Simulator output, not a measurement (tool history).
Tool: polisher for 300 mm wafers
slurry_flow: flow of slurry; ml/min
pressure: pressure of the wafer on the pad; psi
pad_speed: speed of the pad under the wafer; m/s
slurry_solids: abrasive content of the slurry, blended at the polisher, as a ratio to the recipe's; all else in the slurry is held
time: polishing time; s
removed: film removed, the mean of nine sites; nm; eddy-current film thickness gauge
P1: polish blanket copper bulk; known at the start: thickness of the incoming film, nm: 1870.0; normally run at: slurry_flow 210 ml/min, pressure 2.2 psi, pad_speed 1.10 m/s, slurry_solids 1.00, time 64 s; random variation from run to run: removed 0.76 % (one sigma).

run,day,slurry_flow,pressure,pad_speed,slurry_solids,time,removed
1,0.600,210,2.2,1.10,1.00,64,406.95
2,0.954,210,2.2,1.10,1.00,82,534.33
3,1.288,210,2.2,1.10,1.35,41,281.71
4,1.621,210,2.2,1.10,1.00,45,289.78
5,2.062,210,2.2,0.50,1.00,64,185.82
6,2.592,210,2.2,1.38,1.00,64,518.10
7,3.208,210,3.2,1.10,0.70,64,553.21
8,3.917,210,1.1,1.10,1.00,64,202.55
9,4.529,125,2.2,1.10,1.00,64,377.64
10,4.938,330,2.2,1.10,1.00,64,431.57
# day 5.258: slurry blender recalibrated
11,5.625,210,2.2,1.10,0.70,64,381.97
12,6.138,210,3.0,1.10,1.00,64,555.06
13,6.492,210,2.2,1.10,1.00,64,410.97
14,7.125,210,2.2,1.10,1.45,64,445.43
15,7.750,210,2.2,1.10,1.00,64,409.22
16,8.279,210,1.5,1.64,1.00,64,412.81
17,8.646,210,2.2,1.10,1.00,64,412.28
18,9.121,210,2.2,1.10,1.00,64,410.33
19,9.600,210,2.2,1.10,1.00,64,402.36
20,10.129,210,2.2,1.10,1.00,64,403.38
21,10.771,210,2.2,1.10,1.00,64,396.56
# day 10.854: worn pad replaced by a new one
22,11.438,210,2.2,1.10,1.00,64,392.03
23,11.758,210,2.2,1.10,1.00,64,388.68
# day 11.833: head pressure recalibrated
24,12.375,210,2.2,1.10,1.00,64,386.36
25,12.908,210,2.2,1.10,1.00,64,385.37

What P1 gives has crept away from where it was. These 2 causes fit the log equally well, each at the size given:
A: abrasive missing from the slurry, % = 23.5
B: slurry flow missing at the pad, % = 31.2
The creep began at about day 9.121.
Why every other cause is out:
removal rate lost through wear of the pad, %: serviced at day 10.854, which brought nothing back
head's pressure below its setpoint, %: serviced at day 11.833, which brought nothing back

4 check runs are offered, each on 5 wafers whose results are averaged, their results left as question marks. Which one tells the causes apart?
check 1,13.442,210,2.2,1.10,1.45,64,?
check 2,13.442,135,2.2,0.72,1.00,64,?
check 3,13.442,210,1.6,1.10,1.00,45,?
check 4,13.442,210,2.2,1.10,1.35,64,?

What each check would give under each cause:
check,result,if A,if B
check 1,removed,420.67,421.68
check 2,removed,237.47,230.84
check 3,removed,198.81,198.78
check 4,removed,414.23,415.02
How far apart the two closest causes lie, in the result that separates them most: check 1 0.24 %; check 2 2.83 %; check 3 0.01 %; check 4 0.19 %
Only check 2 tells the causes apart: in the others they would give nearly the same result.

Then check 2 was run and gave: removed 230.63 nm. Which cause is it?

It is B: slurry flow missing at the pad, %.
